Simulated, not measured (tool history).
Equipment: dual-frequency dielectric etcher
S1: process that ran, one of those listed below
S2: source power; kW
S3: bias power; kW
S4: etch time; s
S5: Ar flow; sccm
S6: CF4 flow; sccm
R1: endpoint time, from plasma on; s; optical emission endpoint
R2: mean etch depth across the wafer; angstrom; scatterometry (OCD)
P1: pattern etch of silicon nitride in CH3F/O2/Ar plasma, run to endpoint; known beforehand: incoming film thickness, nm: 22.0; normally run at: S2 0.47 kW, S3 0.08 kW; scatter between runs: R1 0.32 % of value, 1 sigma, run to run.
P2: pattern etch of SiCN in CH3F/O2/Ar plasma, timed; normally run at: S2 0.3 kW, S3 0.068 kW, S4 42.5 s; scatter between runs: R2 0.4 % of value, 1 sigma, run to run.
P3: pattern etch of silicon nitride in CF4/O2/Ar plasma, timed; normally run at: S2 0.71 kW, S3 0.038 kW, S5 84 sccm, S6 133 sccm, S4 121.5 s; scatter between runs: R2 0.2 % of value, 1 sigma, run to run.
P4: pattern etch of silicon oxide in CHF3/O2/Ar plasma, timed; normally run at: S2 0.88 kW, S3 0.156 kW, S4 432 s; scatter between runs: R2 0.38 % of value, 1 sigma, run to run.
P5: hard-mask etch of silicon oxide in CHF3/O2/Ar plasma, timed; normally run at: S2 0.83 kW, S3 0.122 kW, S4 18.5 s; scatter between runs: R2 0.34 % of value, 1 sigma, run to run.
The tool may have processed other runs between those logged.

run,hour,S1,S2,S3,S4,S5,S6,R1,R2
1,10.2,P1,0.47,0.08,,,,29.686,
2,21.8,P1,0.34,0.08,,,,33.533,
3,35.2,P1,0.47,0.108,,,,26.627,
4,52.8,P5,0.83,0.122,12,,,,243.2
5,62.8,P2,0.3,0.068,42.5,,,,139.68
6,77.3,P1,0.64,0.109,,,,23.779,
7,95.4,P2,0.3,0.068,58.5,,,,191.34
8,113.2,P3,0.71,0.038,121.5,84,80,,2773.5
9,132.7,P3,0.71,0.038,178.5,84,133,,4348.2
10,148.7,P5,0.83,0.122,18.5,,,,376.81
11,163.3,P1,0.47,0.059,,,,33.133,
12,172.9,P4,0.88,0.156,432,,,,9744.7
13,191.9,P3,0.99,0.038,121.5,84,133,,3993.3
14,209.6,P5,0.83,0.163,18.5,,,,410.77
15,220.8,P3,0.71,0.038,121.5,84,133,,2969.1
16,229.3,P5,0.49,0.122,18.5,,,,304.87
17,238.5,P1,0.47,0.08,,,,29.674,
18,248.8,P1,0.47,0.08,,,,29.577,
19,259.8,P1,0.63,0.065,,,,28.57,
20,275.1,P1,0.47,0.08,,,,29.855,
21,286,P1,0.47,0.08,,,,29.7,
22,296.5,P2,0.38,0.068,42.5,,,,151.73
23,314.9,P4,0.88,0.218,432,,,,10918
24,323.6,P1,0.47,0.08,,,,29.711,
# hour 335.1: source power generator calibrated
25,335.1,P4,0.88,0.156,314,,,,7126.1
26,347.5,P4,0.52,0.156,432,,,,7951.5
27,359.8,P2,0.3,0.091,42.5,,,,154.82
28,375.4,P3,0.71,0.038,121.5,108,133,,2874.4
29,388.7,P3,0.71,0.046,121.5,84,133,,3155.6
30,408.1,P1,0.6,0.08,,,,27.041,
31,425.2,P1,0.36,0.103,,,,29.9,
32,435,P1,0.47,0.08,,,,29.857,
33,445.6,P1,0.47,0.08,,,,29.592,
34,462.6,P1,0.47,0.08,,,,29.414,
35,475.1,P1,0.47,0.08,,,,29.44,
36,484.9,P1,0.47,0.08,,,,29.216,
# hour 491.5: wet clean of the chamber
37,499.8,P1,0.47,0.08,,,,29.179,
38,511.9,P1,0.47,0.08,,,,29.317,
39,529.7,P1,0.47,0.08,,,,29.289,
40,546.5,P1,0.47,0.08,,,,29.256,

Something has made what P1 gives creep away from where it was; the 2 causes below, each at its own stated size, fit the log equally well:
A: bias power that arrives over what is set, % = 4.67
B: source power that arrives over what is set, % = 4.29
The gradual shift began around hour 435.
Excluded causes, each with its reason:
chamber walls in a state that raises the etch rate, %: serviced at hour 491.5, after the change had begun; the process did not return to its earlier output

The check runs listed below each take one wafer, and their results are still question marks. Under which run would the listed causes lead to clearly different results?
check 1,563.3,P2,0.3,0.085,54.5,,,,?
check 2,563.3,P5,0.52,0.122,12.5,,,,?
check 3,563.3,P3,0.98,0.038,121.5,84,85,,?
check 4,563.3,P4,0.74,0.156,432,,,,?

Outcome of each check run for each possible cause:
check,result,if A,if B
check 1,R2,197.44,197.14
check 2,R2,214.15,214.59
check 3,R2,3775.5,3859.6
check 4,R2,9262.3,9276.7
Distance between the nearest two causes, measured in the result of the check that separates them most: check 1 0.15 %; check 2 0.21 %; check 3 2.21 %; check 4 0.16 %
The causes can be told apart only by check 3. The other checks would give nearly the same results under each of them.

Check 3 has now been run. It gave: R2 3788.6 angstrom. Which of the candidate causes is it?

Of the candidate causes, it is A: bias power that arrives over what is set, %.

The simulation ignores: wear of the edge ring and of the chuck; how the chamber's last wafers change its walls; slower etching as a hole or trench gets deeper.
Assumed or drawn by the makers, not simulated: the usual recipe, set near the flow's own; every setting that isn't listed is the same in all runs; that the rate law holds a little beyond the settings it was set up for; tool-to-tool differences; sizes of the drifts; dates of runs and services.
